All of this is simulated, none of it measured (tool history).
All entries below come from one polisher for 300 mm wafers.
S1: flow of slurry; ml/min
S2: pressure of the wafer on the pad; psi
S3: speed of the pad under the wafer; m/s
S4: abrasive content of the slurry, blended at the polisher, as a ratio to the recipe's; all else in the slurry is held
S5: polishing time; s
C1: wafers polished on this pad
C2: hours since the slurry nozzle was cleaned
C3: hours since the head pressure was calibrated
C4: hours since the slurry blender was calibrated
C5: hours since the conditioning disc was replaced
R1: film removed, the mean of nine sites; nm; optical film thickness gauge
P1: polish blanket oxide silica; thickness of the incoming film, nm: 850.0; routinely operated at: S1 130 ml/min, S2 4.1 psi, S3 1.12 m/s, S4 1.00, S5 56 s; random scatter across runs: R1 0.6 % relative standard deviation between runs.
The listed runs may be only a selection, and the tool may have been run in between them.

run,day,S1,S2,S3,S4,S5,C1,C2,C3,C4,C5,R1
1,0.546,130,4.1,1.12,1.00,56,253,156.8,214.6,196.0,141.3,160.140
2,1.062,130,4.1,1.12,1.00,56,370,169.2,227.0,208.4,153.7,161.660
3,1.538,130,4.1,1.12,1.00,56,478,180.6,238.4,219.8,165.1,161.390
4,1.879,130,2.2,1.12,1.00,56,556,188.8,246.6,228.0,173.3,86.665
5,2.567,130,4.1,1.12,1.00,34,712,205.3,263.1,244.5,189.8,97.724
# day 2.879: conditioning disc replaced and pad reconditioned
6,3.021,130,4.1,1.12,1.00,56,815,216.2,274.0,255.4,3.5,160.650
7,3.654,130,4.1,1.46,1.00,56,958,231.4,289.2,270.6,18.7,198.110
# day 3.671: slurry blender recalibrated
8,4.071,130,6.3,1.12,1.25,56,1053,241.4,299.2,9.7,28.7,276.200
9,4.750,130,4.1,1.12,1.00,82,1207,257.7,315.5,26.0,45.0,233.720
10,5.075,130,4.1,1.12,1.00,56,1280,265.5,323.3,33.8,52.8,160.840
11,5.667,130,4.1,1.12,1.25,56,1415,279.7,337.5,48.0,67.0,176.380
12,6.188,130,4.1,0.50,1.00,56,1533,292.2,350.0,60.5,79.5,84.288
13,6.812,130,4.1,1.12,0.55,56,1674,307.2,365.0,75.5,94.5,116.090
14,7.125,165,4.1,1.12,1.00,56,1745,314.7,372.5,83.0,102.0,168.640
15,7.788,80,4.1,1.12,1.00,56,1895,330.6,388.4,98.9,117.9,142.940

Expected results for the next run?
16,8.254,130,6.0,1.12,1.00,56,2001,341.8,399.6,110.1,129.1,?

{"run 16": {"R1": 234.66}}

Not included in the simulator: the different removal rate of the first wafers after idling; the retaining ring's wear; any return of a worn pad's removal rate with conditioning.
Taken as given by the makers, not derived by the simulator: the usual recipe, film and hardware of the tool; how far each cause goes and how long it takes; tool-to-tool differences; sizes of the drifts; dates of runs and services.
